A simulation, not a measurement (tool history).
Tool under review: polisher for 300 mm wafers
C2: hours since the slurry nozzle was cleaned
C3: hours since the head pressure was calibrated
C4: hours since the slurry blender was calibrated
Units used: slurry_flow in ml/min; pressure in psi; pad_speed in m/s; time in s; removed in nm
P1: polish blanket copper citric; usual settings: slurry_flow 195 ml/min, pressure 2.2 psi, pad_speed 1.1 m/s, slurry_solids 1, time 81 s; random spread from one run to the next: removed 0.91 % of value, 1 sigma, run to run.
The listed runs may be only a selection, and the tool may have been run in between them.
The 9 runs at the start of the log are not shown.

Run 10, day 2.042: slurry_flow 195 ml/min, pressure 2.2 psi, pad_speed 1.1 m/s, slurry_solids 1, time 124 s; wafers polished on this pad 473; C2 301.5; C3 95.2; C4 165.7. Result: removed 202.46 nm.
Run 11, day 2.196: slurry_flow 195 ml/min, pressure 2.2 psi, pad_speed 1.72 m/s, slurry_solids 1, time 81 s; wafers polished on this pad 496; C2 305.2; C3 98.9; C4 169.4. Result: removed 209.32 nm.
At day 2.25: worn pad replaced by a new one.
Run 12, day 2.429: slurry_flow 195 ml/min, pressure 2.2 psi, pad_speed 1.1 m/s, slurry_solids 1, time 81 s; wafers polished on this pad 26; C2 310.8; C3 104.5; C4 175. Result: removed 135.77 nm.
Run 13, day 2.579: slurry_flow 195 ml/min, pressure 2.2 psi, pad_speed 1.1 m/s, slurry_solids 0.5, time 81 s; wafers polished on this pad 49; C2 314.4; C3 108.1; C4 178.6. Result: removed 116.68 nm.
At day 2.733: head pressure recalibrated.
Run 14, day 2.804: slurry_flow 195 ml/min, pressure 2.2 psi, pad_speed 0.5 m/s, slurry_solids 1, time 81 s; wafers polished on this pad 82; C2 319.8; C3 1.8; C4 184. Result: removed 62.603 nm.
Run 15, day 2.971: slurry_flow 195 ml/min, pressure 2.2 psi, pad_speed 1.1 m/s, slurry_solids 1, time 41 s; wafers polished on this pad 107; C2 323.8; C3 5.8; C4 188. Result: removed 67.162 nm.
Run 16, day 3.088: slurry_flow 195 ml/min, pressure 2.2 psi, pad_speed 1.1 m/s, slurry_solids 1, time 81 s; wafers polished on this pad 124; C2 326.6; C3 8.6; C4 190.8. Result: removed 135.55 nm.
Run 17, day 3.292: slurry_flow 305 ml/min, pressure 2.2 psi, pad_speed 1.1 m/s, slurry_solids 1, time 81 s; wafers polished on this pad 154; C2 331.5; C3 13.5; C4 195.7. Result: removed 139.64 nm.
Run 18, day 3.475: slurry_flow 195 ml/min, pressure 3.1 psi, pad_speed 1.1 m/s, slurry_solids 1, time 81 s; wafers polished on this pad 182; C2 335.9; C3 17.9; C4 200.1. Result: removed 186.75 nm.
Run 19, day 3.6: slurry_flow 195 ml/min, pressure 2.2 psi, pad_speed 1.1 m/s, slurry_solids 1, time 81 s; wafers polished on this pad 200; C2 338.9; C3 20.9; C4 203.1. Result: removed 131.93 nm.
Run 20, day 3.729: slurry_flow 195 ml/min, pressure 2.2 psi, pad_speed 1.1 m/s, slurry_solids 1, time 81 s; wafers polished on this pad 219; C2 342; C3 24; C4 206.2. Result: removed 134.14 nm.
Run 21, day 3.917: slurry_flow 195 ml/min, pressure 2.2 psi, pad_speed 1.1 m/s, slurry_solids 1, time 81 s; wafers polished on this pad 247; C2 346.5; C3 28.5; C4 210.7. Result: removed 132.09 nm.
Run 22, day 4.088: slurry_flow 195 ml/min, pressure 2.2 psi, pad_speed 1.1 m/s, slurry_solids 1, time 81 s; wafers polished on this pad 272; C2 350.6; C3 32.6; C4 214.8. Result: removed 129.02 nm.
Run 23, day 4.262: slurry_flow 195 ml/min, pressure 2.2 psi, pad_speed 1.1 m/s, slurry_solids 1, time 81 s; wafers polished on this pad 298; C2 354.8; C3 36.8; C4 219. Result: removed 128.24 nm.
Run 24, day 4.412: slurry_flow 195 ml/min, pressure 2.2 psi, pad_speed 1.1 m/s, slurry_solids 1, time 81 s; wafers polished on this pad 321; C2 358.4; C3 40.4; C4 222.6. Result: removed 126.64 nm.
At day 4.438: worn pad replaced by a new one.
At day 4.525: head pressure recalibrated.
Run 25, day 4.65: slurry_flow 195 ml/min, pressure 2.2 psi, pad_speed 1.1 m/s, slurry_solids 1, time 81 s; wafers polished on this pad 31; C2 364.1; C3 3; C4 228.3. Result: removed 123.15 nm.
Run 26, day 4.908: slurry_flow 195 ml/min, pressure 2.2 psi, pad_speed 1.1 m/s, slurry_solids 1, time 81 s; wafers polished on this pad 70; C2 370.3; C3 9.2; C4 234.5. Result: removed 124.62 nm.
Run 27, day 5.079: slurry_flow 195 ml/min, pressure 2.2 psi, pad_speed 1.1 m/s, slurry_solids 1, time 81 s; wafers polished on this pad 95; C2 374.4; C3 13.3; C4 238.6. Result: removed 125.27 nm.

Run 28 is up next; what results do you expect?
Run 28, day 5.279: slurry_flow 195 ml/min, pressure 2.2 psi, pad_speed 1.1 m/s, slurry_solids 1, time 81 s; wafers polished on this pad 125; C2 379.2; C3 18.1; C4 243.4. Result: removed ?.

{"run 28": {"removed": 126.02}}
